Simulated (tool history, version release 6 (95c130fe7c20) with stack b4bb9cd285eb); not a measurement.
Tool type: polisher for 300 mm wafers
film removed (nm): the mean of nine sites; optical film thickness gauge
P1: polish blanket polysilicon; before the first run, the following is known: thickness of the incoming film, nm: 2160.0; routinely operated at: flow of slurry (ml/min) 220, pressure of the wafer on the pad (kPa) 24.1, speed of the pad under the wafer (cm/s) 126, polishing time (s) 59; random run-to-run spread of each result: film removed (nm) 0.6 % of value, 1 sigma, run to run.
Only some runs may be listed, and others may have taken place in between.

run	hour	flow of slurry (ml/min)	pressure of the wafer on the pad (kPa)	speed of the pad under the wafer (cm/s)	polishing time (s)	wafers polished on this pad	hours since the slurry nozzle was cleaned	hours since the head pressure was calibrated	film removed (nm)
1	6.7	220	24.1	126	59	694	262.4	385.2	875.72
2	14.0	320	24.1	126	90	754	269.7	392.5	1382.70
3	19.8	220	24.1	126	59	802	275.5	398.3	871.97
4	27.1	220	24.1	126	59	862	282.8	405.6	868.62
5	33.9	220	24.1	188	59	918	289.6	412.4	1299.80
6	42.0	220	29.6	126	37	985	297.7	420.5	672.53
7	48.1	220	24.1	126	59	1035	303.8	426.6	871.21
8	53.5	145	32.4	126	59	1080	309.2	432.0	1107.80
9	61.3	220	24.1	126	92	1144	317.0	439.8	1361.90
10	70.3	220	24.1	126	59	1218	326.0	448.8	870.82
11	74.9	220	24.1	126	29	1256	330.6	453.4	430.31
12	82.7	220	16.5	126	59	1320	338.4	461.2	596.41
13	89.6	130	24.1	126	59	1377	345.3	468.1	802.43

Run 14 comes next. What will it give?
14	95.8	220	24.1	72	59	1428	351.5	474.3	?

Run 14 came out at film removed (nm) 500.66.

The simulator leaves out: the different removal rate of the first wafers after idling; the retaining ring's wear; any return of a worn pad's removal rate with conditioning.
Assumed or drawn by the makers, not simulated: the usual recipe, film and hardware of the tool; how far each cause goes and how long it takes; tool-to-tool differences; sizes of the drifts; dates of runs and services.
